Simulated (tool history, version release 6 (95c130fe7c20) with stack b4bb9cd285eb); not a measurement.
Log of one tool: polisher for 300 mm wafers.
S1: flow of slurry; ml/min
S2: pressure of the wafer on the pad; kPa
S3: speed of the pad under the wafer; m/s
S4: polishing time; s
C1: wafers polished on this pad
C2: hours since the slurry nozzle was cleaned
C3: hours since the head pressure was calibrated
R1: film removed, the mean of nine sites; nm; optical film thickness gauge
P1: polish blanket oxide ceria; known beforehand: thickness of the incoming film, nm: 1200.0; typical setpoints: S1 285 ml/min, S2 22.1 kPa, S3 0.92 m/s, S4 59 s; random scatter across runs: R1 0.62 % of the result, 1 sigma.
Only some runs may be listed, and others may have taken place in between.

run   hour   S1    S2    S3  S4    C1     C2     C3      R1
  1    9.5  285  22.1  0.92  59   321  184.8  724.2  216.45
  2   20.5  285  22.1  0.92  27   438  195.8  735.2  99.269
  3   29.8  385  22.1  1.28  59   538  205.1  744.5  310.02
  4     40  360  22.1  0.92  59   646  215.3  754.7  219.51
  5     58  285  22.1   1.4  59   838  233.3  772.7  327.93
      65.7  -- worn pad replaced by a new one
  6   66.2  285  22.1  0.92  59     6  241.5  780.9  213.13
  7   75.6  200  22.1  0.92  59   106  250.9  790.3  206.67
  8   93.7  285  14.5  0.92  42   299    269  808.4  100.27
  9  107.9  285  22.1  0.92  59   450  283.2  822.6  215.39
 10  116.9  285  12.4  0.92  59   546  292.2  831.6  120.99
 11  132.9  285  33.8  0.92  59   717  308.2  847.6     326
 12  142.5  285  22.1  0.92  85   819  317.8  857.2  309.68
 13  160.6  285  22.1  0.92  59  1012  335.9  875.3  216.67
 14  170.3  285  22.1  0.42  59  1115  345.6    885  98.116
 15  178.5  285  22.1  0.92  59  1203  353.8  893.2  215.96
 16  196.7  285  22.1  0.92  59  1397    372  911.4  217.93
 17  206.1  285  22.1  0.92  59  1497  381.4  920.8  212.61

The next listed run, before its measurement:
 18  223.2  285  22.1  0.92  59  1679  398.5  937.9   ?

{"run 18": {"R1": 208.07}}

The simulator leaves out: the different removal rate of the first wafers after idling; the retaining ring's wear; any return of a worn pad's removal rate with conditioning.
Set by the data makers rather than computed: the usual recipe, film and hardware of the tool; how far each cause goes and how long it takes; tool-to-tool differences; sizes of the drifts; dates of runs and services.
